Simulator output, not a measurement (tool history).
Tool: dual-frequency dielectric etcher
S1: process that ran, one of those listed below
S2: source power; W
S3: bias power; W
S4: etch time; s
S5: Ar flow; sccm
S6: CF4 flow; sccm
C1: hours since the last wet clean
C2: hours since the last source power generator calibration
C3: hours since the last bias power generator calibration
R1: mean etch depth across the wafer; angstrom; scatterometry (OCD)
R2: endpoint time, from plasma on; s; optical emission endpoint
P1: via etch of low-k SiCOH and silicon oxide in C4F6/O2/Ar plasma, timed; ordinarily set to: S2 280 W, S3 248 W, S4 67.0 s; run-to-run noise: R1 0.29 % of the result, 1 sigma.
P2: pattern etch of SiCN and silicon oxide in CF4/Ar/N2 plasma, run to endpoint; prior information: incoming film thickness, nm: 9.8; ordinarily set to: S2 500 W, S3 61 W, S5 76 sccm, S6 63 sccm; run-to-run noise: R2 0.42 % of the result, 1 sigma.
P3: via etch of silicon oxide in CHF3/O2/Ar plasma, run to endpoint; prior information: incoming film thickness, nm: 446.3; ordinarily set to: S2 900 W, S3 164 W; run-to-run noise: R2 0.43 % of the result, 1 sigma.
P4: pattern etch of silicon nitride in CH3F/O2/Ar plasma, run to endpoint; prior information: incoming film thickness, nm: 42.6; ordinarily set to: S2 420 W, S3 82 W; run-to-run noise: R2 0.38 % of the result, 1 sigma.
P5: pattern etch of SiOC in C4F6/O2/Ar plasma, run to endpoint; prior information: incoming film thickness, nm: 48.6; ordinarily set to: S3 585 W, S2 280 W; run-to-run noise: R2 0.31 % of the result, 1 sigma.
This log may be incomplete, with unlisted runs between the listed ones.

{"run": 1, "hour": 6.8, "S1": "P1", "S2": 280, "S3": 248, "S4": 67.0, "C1": 251.7, "C2": 1543.1, "C3": 2942.8, "R1": 1755.5}
{"run": 2, "hour": 13.4, "S1": "P2", "S2": 400, "S3": 61, "S5": 76, "S6": 63, "C1": 258.3, "C2": 1549.7, "C3": 2949.4, "R2": 13.157}
{"run": 3, "hour": 18.4, "S1": "P5", "S2": 280, "S3": 350, "C1": 263.3, "C2": 1554.7, "C3": 2954.4, "R2": 20.823}
{"run": 4, "hour": 23.7, "S1": "P1", "S2": 280, "S3": 170, "S4": 67.0, "C1": 268.6, "C2": 1560.0, "C3": 2959.7, "R1": 1545.2}
{"run": 5, "hour": 29.6, "S1": "P4", "S2": 420, "S3": 82, "C1": 274.5, "C2": 1565.9, "C3": 2965.6, "R2": 59.297}
{"run": 6, "hour": 33.2, "S1": "P4", "S2": 420, "S3": 112, "C1": 278.1, "C2": 1569.5, "C3": 2969.2, "R2": 53.079}
{"run": 7, "hour": 38.1, "S1": "P1", "S2": 280, "S3": 248, "S4": 88.5, "C1": 283.0, "C2": 1574.4, "C3": 2974.1, "R1": 2307.2}
{"run": 8, "hour": 44.7, "S1": "P1", "S2": 340, "S3": 248, "S4": 93.5, "C1": 289.6, "C2": 1581.0, "C3": 2980.7, "R1": 2616.6}
{"run": 9, "hour": 49.9, "S1": "P4", "S2": 290, "S3": 82, "C1": 294.8, "C2": 1586.2, "C3": 2985.9, "R2": 68.138}
{"run": 10, "hour": 54.7, "S1": "P4", "S2": 420, "S3": 82, "C1": 299.6, "C2": 1591.0, "C3": 2990.7, "R2": 59.204}
{"run": 11, "hour": 60.5, "S1": "P2", "S2": 500, "S3": 61, "S5": 76, "S6": 63, "C1": 305.4, "C2": 1596.8, "C3": 2996.5, "R2": 10.663}
{"run": 12, "hour": 67.0, "S1": "P1", "S2": 280, "S3": 248, "S4": 67.0, "C1": 311.9, "C2": 1603.3, "C3": 3003.0, "R1": 1762.2}
{"run": 13, "hour": 72.8, "S1": "P2", "S2": 500, "S3": 61, "S5": 57, "S6": 63, "C1": 317.7, "C2": 1609.1, "C3": 3008.8, "R2": 10.401}
{"run": 14, "hour": 79.8, "S1": "P1", "S2": 180, "S3": 248, "S4": 67.0, "C1": 324.7, "C2": 1616.1, "C3": 3015.8, "R1": 1479.4}
{"run": 15, "hour": 83.1, "S1": "P1", "S2": 350, "S3": 248, "S4": 67.0, "C1": 328.0, "C2": 1619.4, "C3": 3019.1, "R1": 1917.5}
{"run": 16, "hour": 89.3, "S1": "P1", "S2": 280, "S3": 248, "S4": 67.0, "C1": 334.2, "C2": 1625.6, "C3": 3025.3, "R1": 1751.3}
{"run": 17, "hour": 94.2, "S1": "P3", "S2": 900, "S3": 110, "C1": 339.1, "C2": 1630.5, "C3": 3030.2, "R2": 221.68}
{"run": 18, "hour": 101.1, "S1": "P1", "S2": 280, "S3": 248, "S4": 67.0, "C1": 346.0, "C2": 1637.4, "C3": 3037.1, "R1": 1749.3}
{"run": 19, "hour": 104.8, "S1": "P3", "S2": 900, "S3": 164, "C1": 349.7, "C2": 1641.1, "C3": 3040.8, "R2": 196.82}
{"run": 20, "hour": 111.1, "S1": "P1", "S2": 280, "S3": 248, "S4": 41.0, "C1": 356.0, "C2": 1647.4, "C3": 3047.1, "R1": 1075.6}
{"run": 21, "hour": 117.7, "S1": "P5", "S2": 190, "S3": 585, "C1": 362.6, "C2": 1654.0, "C3": 3053.7, "R2": 19.774}
{"run": 22, "hour": 121.9, "S1": "P2", "S2": 500, "S3": 61, "S5": 76, "S6": 80, "C1": 366.8, "C2": 1658.2, "C3": 3057.9, "R2": 10.382}
{"run": 23, "hour": 126.0, "S1": "P2", "S2": 500, "S3": 44, "S5": 76, "S6": 63, "C1": 370.9, "C2": 1662.3, "C3": 3062.0, "R2": 11.941}
{"run": 24, "hour": 132.2, "S1": "P5", "S2": 280, "S3": 585, "C1": 377.1, "C2": 1668.5, "C3": 3068.2, "R2": 17.176}
{"run": 25, "hour": 138.5, "S1": "P3", "S2": 1190, "S3": 164, "C1": 383.4, "C2": 1674.8, "C3": 3074.5, "R2": 177.29}
{"run": 26, "hour": 145.8, "S1": "P1", "S2": 280, "S3": 347, "S4": 67.0, "C1": 390.7, "C2": 1682.1, "C3": 3081.8, "R1": 1982.1}
{"run": 27, "hour": 151.6, "S1": "P5", "S2": 280, "S3": 585, "C1": 396.5, "C2": 1687.9, "C3": 3087.6, "R2": 17.224}
{"run": 28, "hour": 155.0, "S1": "P1", "S2": 280, "S3": 248, "S4": 67.0, "C1": 399.9, "C2": 1691.3, "C3": 3091.0, "R1": 1752.2}
{"run": 29, "hour": 162.1, "S1": "P1", "S2": 280, "S3": 248, "S4": 67.0, "C1": 407.0, "C2": 1698.4, "C3": 3098.1, "R1": 1763.6}
{"run": 30, "hour": 167.4, "S1": "P1", "S2": 280, "S3": 248, "S4": 67.0, "C1": 412.3, "C2": 1703.7, "C3": 3103.4, "R1": 1761.2}
{"run": 31, "hour": 172.2, "S1": "P1", "S2": 280, "S3": 248, "S4": 67.0, "C1": 417.1, "C2": 1708.5, "C3": 3108.2, "R1": 1773.7}
{"run": 32, "hour": 176.1, "S1": "P1", "S2": 280, "S3": 248, "S4": 67.0, "C1": 421.0, "C2": 1712.4, "C3": 3112.1, "R1": 1765.2}
{"hour": 180.7, "done": "wet clean of the chamber"}
{"run": 33, "hour": 182.1, "S1": "P1", "S2": 280, "S3": 248, "S4": 67.0, "C1": 1.4, "C2": 1718.4, "C3": 3118.1, "R1": 1777.4}
{"run": 34, "hour": 186.7, "S1": "P1", "S2": 280, "S3": 248, "S4": 67.0, "C1": 6.0, "C2": 1723.0, "C3": 3122.7, "R1": 1771.8}
{"run": 35, "hour": 193.7, "S1": "P1", "S2": 280, "S3": 248, "S4": 67.0, "C1": 13.0, "C2": 1730.0, "C3": 3129.7, "R1": 1770.0}
{"run": 36, "hour": 201.2, "S1": "P1", "S2": 280, "S3": 248, "S4": 67.0, "C1": 20.5, "C2": 1737.5, "C3": 3137.2, "R1": 1768.8}
{"run": 37, "hour": 209.0, "S1": "P1", "S2": 280, "S3": 248, "S4": 67.0, "C1": 28.3, "C2": 1745.3, "C3": 3145.0, "R1": 1773.6}
{"run": 38, "hour": 216.4, "S1": "P1", "S2": 280, "S3": 248, "S4": 67.0, "C1": 35.7, "C2": 1752.7, "C3": 3152.4, "R1": 1786.5}
{"run": 39, "hour": 220.3, "S1": "P1", "S2": 280, "S3": 248, "S4": 67.0, "C1": 39.6, "C2": 1756.6, "C3": 3156.3, "R1": 1773.0}

P1 has crept away from where it was. The log is fitted equally well by each of these 2 causes, at the sizes shown:
A: source power that arrives over what is set, % = 4
B: bias power that arrives over what is set, % = 4.4
The onset of the drift is placed at about hour 155.0.
The rest of the possible causes, and what rules out each one:
chamber walls in a state that raises the etch rate, %: maintenance at hour 180.7, after the shift began, did not return the process to its former output

Consider the 4 check runs below, whose results appear as question marks and each of which averages 2 wafers. Which one distinguishes the causes, in that each cause would give it a clearly different result?
{"run": "check 1", "hour": 224.2, "S1": "P5", "S2": 280, "S3": 585, "R2": "?"}
{"run": "check 2", "hour": 224.2, "S1": "P2", "S2": 500, "S3": 61, "S5": 76, "S6": 63, "R2": "?"}
{"run": "check 3", "hour": 224.2, "S1": "P3", "S2": 900, "S3": 164, "R2": "?"}
{"run": "check 4", "hour": 224.2, "S1": "P4", "S2": 420, "S3": 82, "R2": "?"}

Check results expected under each cause:
check=check_1 result=R2 if_A=16.899 if_B=16.857
check=check_2 result=R2 if_A=10.413 if_B=10.638
check=check_3 result=R2 if_A=194.470 if_B=194.740
check=check_4 result=R2 if_A=58.329 if_B=58.304
Gap, in per cent, between the two causes that each check separates least, read from the result that separates them most: check 1 0.24 %; check 2 2.13 %; check 3 0.14 %; check 4 0.04 %
Check 2 distinguishes between the causes, while the remaining checks would return nearly the same result for all of them.

With check 2 done, the readings were: R2 10.407 s. Identify which of the listed causes applies.

The correct cause is A, namely: source power that arrives over what is set, %.

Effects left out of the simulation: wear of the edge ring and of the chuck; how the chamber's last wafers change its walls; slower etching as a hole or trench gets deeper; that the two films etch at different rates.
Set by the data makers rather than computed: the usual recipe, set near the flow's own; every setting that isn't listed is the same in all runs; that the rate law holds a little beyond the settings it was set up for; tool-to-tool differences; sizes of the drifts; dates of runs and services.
